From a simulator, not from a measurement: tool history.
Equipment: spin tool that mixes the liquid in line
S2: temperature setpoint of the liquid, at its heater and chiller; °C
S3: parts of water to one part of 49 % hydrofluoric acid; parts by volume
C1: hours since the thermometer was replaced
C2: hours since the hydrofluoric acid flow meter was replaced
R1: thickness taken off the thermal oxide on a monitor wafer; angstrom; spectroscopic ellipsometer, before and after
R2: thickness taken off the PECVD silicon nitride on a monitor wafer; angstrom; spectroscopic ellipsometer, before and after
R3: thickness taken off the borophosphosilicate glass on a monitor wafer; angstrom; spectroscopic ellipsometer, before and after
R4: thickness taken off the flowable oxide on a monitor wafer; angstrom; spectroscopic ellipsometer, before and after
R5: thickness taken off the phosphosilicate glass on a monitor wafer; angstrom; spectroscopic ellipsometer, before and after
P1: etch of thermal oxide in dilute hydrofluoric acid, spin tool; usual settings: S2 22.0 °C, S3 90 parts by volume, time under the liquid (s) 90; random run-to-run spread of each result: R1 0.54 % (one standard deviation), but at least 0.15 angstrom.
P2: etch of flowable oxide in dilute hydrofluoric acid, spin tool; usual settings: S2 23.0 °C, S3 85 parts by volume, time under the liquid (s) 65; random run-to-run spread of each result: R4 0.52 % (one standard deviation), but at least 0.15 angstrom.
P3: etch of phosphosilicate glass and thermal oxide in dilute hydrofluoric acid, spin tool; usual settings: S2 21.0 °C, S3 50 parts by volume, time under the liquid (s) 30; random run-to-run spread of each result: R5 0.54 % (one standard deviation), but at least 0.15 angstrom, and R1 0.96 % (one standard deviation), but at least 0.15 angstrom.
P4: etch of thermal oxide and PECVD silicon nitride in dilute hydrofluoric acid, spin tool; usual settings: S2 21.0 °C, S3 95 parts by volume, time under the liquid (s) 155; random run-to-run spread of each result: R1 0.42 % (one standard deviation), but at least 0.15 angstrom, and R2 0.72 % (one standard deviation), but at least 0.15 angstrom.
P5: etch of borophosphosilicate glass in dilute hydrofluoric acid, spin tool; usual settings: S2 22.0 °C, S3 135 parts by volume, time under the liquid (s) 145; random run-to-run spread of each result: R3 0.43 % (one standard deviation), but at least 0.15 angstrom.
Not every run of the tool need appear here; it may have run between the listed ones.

run 1 day=0.342 | process_that_ran=P1 S2=22.0 S3=90 time_under_the_liquid_(s)=90 | C1=549.9 C2=422.9 | R1=45.790
run 2 day=0.538 | process_that_ran=P4 S2=21.0 S3=20 time_under_the_liquid_(s)=155 | C1=554.6 C2=427.6 | R1=355.140 R2=173.380
run 3 day=0.762 | process_that_ran=P1 S2=29.0 S3=90 time_under_the_liquid_(s)=165 | C1=560.0 C2=433.0 | R1=109.750
run 4 day=1.112 | process_that_ran=P5 S2=17.0 S3=135 time_under_the_liquid_(s)=145 | C1=568.4 C2=441.4 | R3=334.53
run 5 day=1.408 | process_that_ran=P4 S2=21.0 S3=95 time_under_the_liquid_(s)=155 | C1=575.5 C2=448.5 | R1=67.809 R2=38.181
run 6 day=1.596 | process_that_ran=P4 S2=21.0 S3=95 time_under_the_liquid_(s)=155 | C1=580.0 C2=453.0 | R1=68.545 R2=37.932
run 7 day=1.850 | process_that_ran=P1 S2=22.0 S3=90 time_under_the_liquid_(s)=90 | C1=586.1 C2=459.1 | R1=45.565
run 8 day=2.083 | process_that_ran=P2 S2=23.0 S3=85 time_under_the_liquid_(s)=65 | C1=591.7 C2=464.7 | R4=207.240
run 9 day=2.283 | process_that_ran=P1 S2=22.0 S3=90 time_under_the_liquid_(s)=90 | C1=596.5 C2=469.5 | R1=45.537
run 10 day=2.567 | process_that_ran=P3 S2=21.0 S3=20 time_under_the_liquid_(s)=30 | C1=603.3 C2=476.3 | R1=65.871 R5=1148.40
run 11 day=2.808 | process_that_ran=P1 S2=17.5 S3=90 time_under_the_liquid_(s)=90 | C1=609.1 C2=482.1 | R1=37.974
run 12 day=3.012 | process_that_ran=P5 S2=22.0 S3=135 time_under_the_liquid_(s)=145 | C1=614.0 C2=487.0 | R3=407.08
run 13 day=3.354 | process_that_ran=P4 S2=21.0 S3=95 time_under_the_liquid_(s)=240 | C1=622.2 C2=495.2 | R1=105.710 R2=57.868
run 14 day=3.538 | process_that_ran=P3 S2=21.0 S3=50 time_under_the_liquid_(s)=30 | C1=626.6 C2=499.6 | R1=24.920 R5=446.12
run 15 day=3.800 | process_that_ran=P2 S2=23.0 S3=120 time_under_the_liquid_(s)=65 | C1=632.9 C2=505.9 | R4=141.890
run 16 day=4.083 | process_that_ran=P3 S2=25.5 S3=50 time_under_the_liquid_(s)=30 | C1=639.7 C2=512.7 | R1=29.930 R5=536.30
run 17 day=4.300 | process_that_ran=P1 S2=22.0 S3=155 time_under_the_liquid_(s)=90 | C1=644.9 C2=517.9 | R1=25.032
run 18 day=4.604 | process_that_ran=P1 S2=22.0 S3=90 time_under_the_liquid_(s)=90 | C1=652.2 C2=525.2 | R1=45.967
run 19 day=4.921 | process_that_ran=P2 S2=27.0 S3=85 time_under_the_liquid_(s)=65 | C1=659.8 C2=532.8 | R4=243.490
run 20 day=5.150 | process_that_ran=P1 S2=22.0 S3=90 time_under_the_liquid_(s)=40 | C1=665.3 C2=538.3 | R1=20.463
run 21 day=5.479 | process_that_ran=P1 S2=17.0 S3=35 time_under_the_liquid_(s)=90 | C1=673.2 C2=546.2 | R1=100.810
-- day=5.646 thermometer replaced
run 22 day=5.675 | process_that_ran=P1 S2=22.0 S3=20 time_under_the_liquid_(s)=90 | C1=0.8 C2=550.9 | R1=225.580
run 23 day=5.871 | process_that_ran=P3 S2=21.0 S3=50 time_under_the_liquid_(s)=65 | C1=5.5 C2=555.6 | R1=54.643 R5=969.99
run 24 day=6.083 | process_that_ran=P3 S2=21.0 S3=50 time_under_the_liquid_(s)=30 | C1=10.6 C2=560.7 | R1=25.346 R5=445.23
run 25 day=6.417 | process_that_ran=P2 S2=23.0 S3=85 time_under_the_liquid_(s)=65 | C1=18.6 C2=568.7 | R4=207.660
-- day=6.658 hydrofluoric acid flow meter replaced
run 26 day=6.671 | process_that_ran=P1 S2=22.0 S3=90 time_under_the_liquid_(s)=170 | C1=24.7 C2=0.4 | R1=86.166
run 27 day=7.021 | process_that_ran=P4 S2=17.0 S3=95 time_under_the_liquid_(s)=155 | C1=33.1 C2=8.8 | R1=57.648 R2=28.861
run 28 day=7.179 | process_that_ran=P5 S2=22.0 S3=135 time_under_the_liquid_(s)=240 | C1=36.9 C2=12.6 | R3=675.92
run 29 day=7.521 | process_that_ran=P2 S2=23.0 S3=85 time_under_the_liquid_(s)=25 | C1=45.1 C2=20.8 | R4=79.772
run 30 day=7.804 | process_that_ran=P1 S2=22.0 S3=90 time_under_the_liquid_(s)=90 | C1=51.9 C2=27.6 | R1=45.761
run 31 day=8.158 | process_that_ran=P1 S2=26.5 S3=90 time_under_the_liquid_(s)=90 | C1=60.4 C2=36.1 | R1=54.746
run 32 day=8.408 | process_that_ran=P5 S2=22.0 S3=230 time_under_the_liquid_(s)=145 | C1=66.4 C2=42.1 | R3=215.64
run 33 day=8.679 | process_that_ran=P1 S2=22.0 S3=90 time_under_the_liquid_(s)=90 | C1=72.9 C2=48.6 | R1=45.359
run 34 day=8.888 | process_that_ran=P1 S2=22.0 S3=90 time_under_the_liquid_(s)=90 | C1=77.9 C2=53.6 | R1=47.605
run 35 day=9.200 | process_that_ran=P1 S2=22.0 S3=90 time_under_the_liquid_(s)=90 | C1=85.4 C2=61.1 | R1=49.182
run 36 day=9.533 | process_that_ran=P1 S2=22.0 S3=90 time_under_the_liquid_(s)=90 | C1=93.4 C2=69.1 | R1=49.084
run 37 day=9.871 | process_that_ran=P1 S2=22.0 S3=90 time_under_the_liquid_(s)=90 | C1=101.5 C2=77.2 | R1=49.652
run 38 day=10.042 | process_that_ran=P1 S2=22.0 S3=90 time_under_the_liquid_(s)=90 | C1=105.6 C2=81.3 | R1=50.034
run 39 day=10.396 | process_that_ran=P1 S2=22.0 S3=90 time_under_the_liquid_(s)=90 | C1=114.1 C2=89.8 | R1=50.184

What P1 gives has crept off from where it sat before. The 2 causes that follow fit the log equally well, each at the size noted:
A: hydrofluoric acid flow above the setpoint (%) = 8.86
B: liquid hotter than its thermometer reads (K) = 2.33
The process output started creeping at around day 8.679.

4 check runs are offered, one wafer each, their results left as question marks. Which one tells the causes apart?
run check 1 day=10.750 | process_that_ran=P2 S2=23.0 S3=85 time_under_the_liquid_(s)=65 | R4=?
run check 2 day=10.750 | process_that_ran=P5 S2=22.0 S3=135 time_under_the_liquid_(s)=145 | R3=?
run check 3 day=10.750 | process_that_ran=P4 S2=21.0 S3=95 time_under_the_liquid_(s)=155 | R1=? R2=?
run check 4 day=10.750 | process_that_ran=P3 S2=21.0 S3=50 time_under_the_liquid_(s)=30 | R1=? R5=?

How each check would come out, cause by cause:
check=check_1 result=R4 if_A=228.940 if_B=228.890
check=check_2 result=R3 if_A=449.12 if_B=446.22
check=check_3 result=R1 if_A=74.976 if_B=75.002
check=check_3 result=R2 if_A=41.329 if_B=44.465
check=check_4 result=R1 if_A=27.676 if_B=27.880
check=check_4 result=R5 if_A=487.30 if_B=490.90
Gap, in per cent, between the two causes that each check separates least, read from the result that separates them most: check 1 0.03 %; check 2 0.65 %; check 3 7.31 %; check 4 0.74 %
The other checks would show nearly matching results whichever cause is true, so check 3 is the only one that separates the causes.

After running check 3, the following was obtained: R1 74.804 angstrom; R2 41.003 angstrom. Which cause does this point to?

It was cause A: hydrofluoric acid flow above the setpoint (%).

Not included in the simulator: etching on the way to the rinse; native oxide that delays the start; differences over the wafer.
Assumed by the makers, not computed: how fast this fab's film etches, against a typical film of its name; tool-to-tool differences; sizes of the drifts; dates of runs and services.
